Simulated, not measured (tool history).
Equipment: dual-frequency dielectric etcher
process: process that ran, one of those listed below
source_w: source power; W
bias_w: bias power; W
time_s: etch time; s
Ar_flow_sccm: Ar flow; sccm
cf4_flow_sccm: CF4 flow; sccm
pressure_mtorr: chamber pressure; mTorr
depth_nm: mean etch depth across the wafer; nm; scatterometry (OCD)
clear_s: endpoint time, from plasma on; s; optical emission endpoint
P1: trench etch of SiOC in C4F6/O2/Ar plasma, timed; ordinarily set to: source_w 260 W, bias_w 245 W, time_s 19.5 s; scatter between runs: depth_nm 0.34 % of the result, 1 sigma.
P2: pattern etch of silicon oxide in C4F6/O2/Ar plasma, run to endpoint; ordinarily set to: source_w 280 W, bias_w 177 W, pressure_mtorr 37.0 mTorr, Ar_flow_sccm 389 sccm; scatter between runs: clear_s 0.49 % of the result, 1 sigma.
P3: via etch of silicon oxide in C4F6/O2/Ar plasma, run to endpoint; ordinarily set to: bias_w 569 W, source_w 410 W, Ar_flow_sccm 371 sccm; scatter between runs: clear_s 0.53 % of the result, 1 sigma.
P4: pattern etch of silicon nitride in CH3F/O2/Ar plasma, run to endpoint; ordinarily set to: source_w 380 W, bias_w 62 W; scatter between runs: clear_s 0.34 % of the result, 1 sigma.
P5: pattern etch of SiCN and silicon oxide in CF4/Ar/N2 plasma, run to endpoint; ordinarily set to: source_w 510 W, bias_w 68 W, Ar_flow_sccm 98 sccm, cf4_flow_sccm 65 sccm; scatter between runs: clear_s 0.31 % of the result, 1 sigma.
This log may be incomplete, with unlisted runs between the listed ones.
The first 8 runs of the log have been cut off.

run 9 hour=39.6 | process=P4 source_w=380 bias_w=86 | clear_s=26.581
run 10 hour=44.9 | process=P4 source_w=380 bias_w=62 | clear_s=29.697
run 11 hour=51.4 | process=P1 source_w=260 bias_w=245 time_s=19.5 | depth_nm=37.473
run 12 hour=56.3 | process=P5 source_w=330 bias_w=68 Ar_flow_sccm=98 cf4_flow_sccm=65 | clear_s=25.247
run 13 hour=61.6 | process=P2 source_w=280 bias_w=177 Ar_flow_sccm=389 pressure_mtorr=37.0 | clear_s=12.300
run 14 hour=66.5 | process=P4 source_w=500 bias_w=62 | clear_s=26.572
run 15 hour=70.7 | process=P3 source_w=410 bias_w=569 Ar_flow_sccm=464 | clear_s=30.254
run 16 hour=76.2 | process=P1 source_w=260 bias_w=245 time_s=19.5 | depth_nm=38.015
run 17 hour=79.5 | process=P2 source_w=380 bias_w=177 Ar_flow_sccm=389 pressure_mtorr=37.0 | clear_s=10.973
run 18 hour=85.0 | process=P1 source_w=260 bias_w=245 time_s=19.5 | depth_nm=37.721
run 19 hour=91.1 | process=P1 source_w=260 bias_w=245 time_s=19.5 | depth_nm=37.766
run 20 hour=97.0 | process=P1 source_w=260 bias_w=245 time_s=10.5 | depth_nm=20.367
run 21 hour=100.9 | process=P5 source_w=510 bias_w=68 Ar_flow_sccm=98 cf4_flow_sccm=52 | clear_s=17.772
run 22 hour=107.4 | process=P3 source_w=270 bias_w=569 Ar_flow_sccm=371 | clear_s=34.718
run 23 hour=113.5 | process=P5 source_w=510 bias_w=68 Ar_flow_sccm=98 cf4_flow_sccm=65 | clear_s=17.172
run 24 hour=116.8 | process=P1 source_w=170 bias_w=245 time_s=19.5 | depth_nm=32.333
run 25 hour=122.9 | process=P2 source_w=280 bias_w=177 Ar_flow_sccm=233 pressure_mtorr=37.0 | clear_s=11.602
run 26 hour=128.0 | process=P1 source_w=260 bias_w=155 time_s=19.5 | depth_nm=32.416
run 27 hour=133.9 | process=P2 source_w=280 bias_w=177 Ar_flow_sccm=389 pressure_mtorr=37.0 | clear_s=12.188
run 28 hour=139.5 | process=P1 source_w=260 bias_w=245 time_s=25.5 | depth_nm=49.422
run 29 hour=142.5 | process=P1 source_w=310 bias_w=201 time_s=19.5 | depth_nm=37.882
run 30 hour=147.0 | process=P1 source_w=260 bias_w=156 time_s=28.0 | depth_nm=46.552
run 31 hour=152.9 | process=P1 source_w=260 bias_w=245 time_s=19.5 | depth_nm=37.964
run 32 hour=155.9 | process=P1 source_w=260 bias_w=245 time_s=19.5 | depth_nm=37.825

Predict the results of run 33:
run 33 hour=161.2 | process=P5 source_w=510 bias_w=87 Ar_flow_sccm=98 cf4_flow_sccm=65 | clear_s=?

For run 33 the tool returned clear_s 15.917 s.
